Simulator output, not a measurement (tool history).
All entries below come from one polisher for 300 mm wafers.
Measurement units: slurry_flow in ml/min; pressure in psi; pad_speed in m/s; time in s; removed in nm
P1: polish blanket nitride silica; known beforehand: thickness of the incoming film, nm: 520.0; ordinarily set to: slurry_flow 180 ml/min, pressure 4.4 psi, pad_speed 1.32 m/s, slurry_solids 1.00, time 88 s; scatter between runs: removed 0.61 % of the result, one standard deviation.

{"run": 1, "hour": 9.1, "slurry_flow": 180, "pressure": 4.4, "pad_speed": 1.32, "slurry_solids": 1.0, "time": 88, "removed": 99.499}
{"run": 2, "hour": 20.2, "slurry_flow": 180, "pressure": 4.4, "pad_speed": 1.32, "slurry_solids": 1.0, "time": 123, "removed": 141.46}
{"run": 3, "hour": 31.9, "slurry_flow": 180, "pressure": 4.4, "pad_speed": 1.32, "slurry_solids": 1.0, "time": 57, "removed": 65.484}
{"run": 4, "hour": 43.1, "slurry_flow": 180, "pressure": 4.4, "pad_speed": 1.32, "slurry_solids": 1.45, "time": 88, "removed": 117.41}
{"run": 5, "hour": 53.8, "slurry_flow": 110, "pressure": 4.4, "pad_speed": 1.32, "slurry_solids": 1.0, "time": 88, "removed": 91.213}
{"run": 6, "hour": 68.9, "slurry_flow": 180, "pressure": 2.7, "pad_speed": 1.32, "slurry_solids": 1.0, "time": 88, "removed": 61.891}
{"hour": 72.3, "done": "slurry nozzle cleaned"}
{"run": 7, "hour": 82.2, "slurry_flow": 180, "pressure": 4.4, "pad_speed": 1.32, "slurry_solids": 0.5, "time": 88, "removed": 68.341}
{"run": 8, "hour": 90.1, "slurry_flow": 180, "pressure": 6.5, "pad_speed": 1.32, "slurry_solids": 1.0, "time": 88, "removed": 147.9}
{"run": 9, "hour": 105.0, "slurry_flow": 285, "pressure": 4.4, "pad_speed": 1.78, "slurry_solids": 1.0, "time": 88, "removed": 134.91}
{"run": 10, "hour": 112.3, "slurry_flow": 180, "pressure": 6.3, "pad_speed": 1.32, "slurry_solids": 1.35, "time": 88, "removed": 161.76}
{"run": 11, "hour": 128.3, "slurry_flow": 180, "pressure": 4.4, "pad_speed": 1.32, "slurry_solids": 1.0, "time": 88, "removed": 99.971}
{"run": 12, "hour": 141.9, "slurry_flow": 180, "pressure": 4.4, "pad_speed": 1.32, "slurry_solids": 1.0, "time": 88, "removed": 100.17}
{"run": 13, "hour": 157.8, "slurry_flow": 180, "pressure": 4.4, "pad_speed": 1.32, "slurry_solids": 1.0, "time": 88, "removed": 100.46}
{"run": 14, "hour": 171.7, "slurry_flow": 180, "pressure": 3.0, "pad_speed": 1.32, "slurry_solids": 1.0, "time": 49, "removed": 38.093}
{"run": 15, "hour": 185.3, "slurry_flow": 180, "pressure": 4.4, "pad_speed": 1.76, "slurry_solids": 1.0, "time": 88, "removed": 125.35}

Run 16 comes next. What will it give?
{"run": 16, "hour": 198.1, "slurry_flow": 180, "pressure": 4.4, "pad_speed": 0.64, "slurry_solids": 1.0, "time": 88, "removed": "?"}

{"run 16": {"removed": 56.941}}
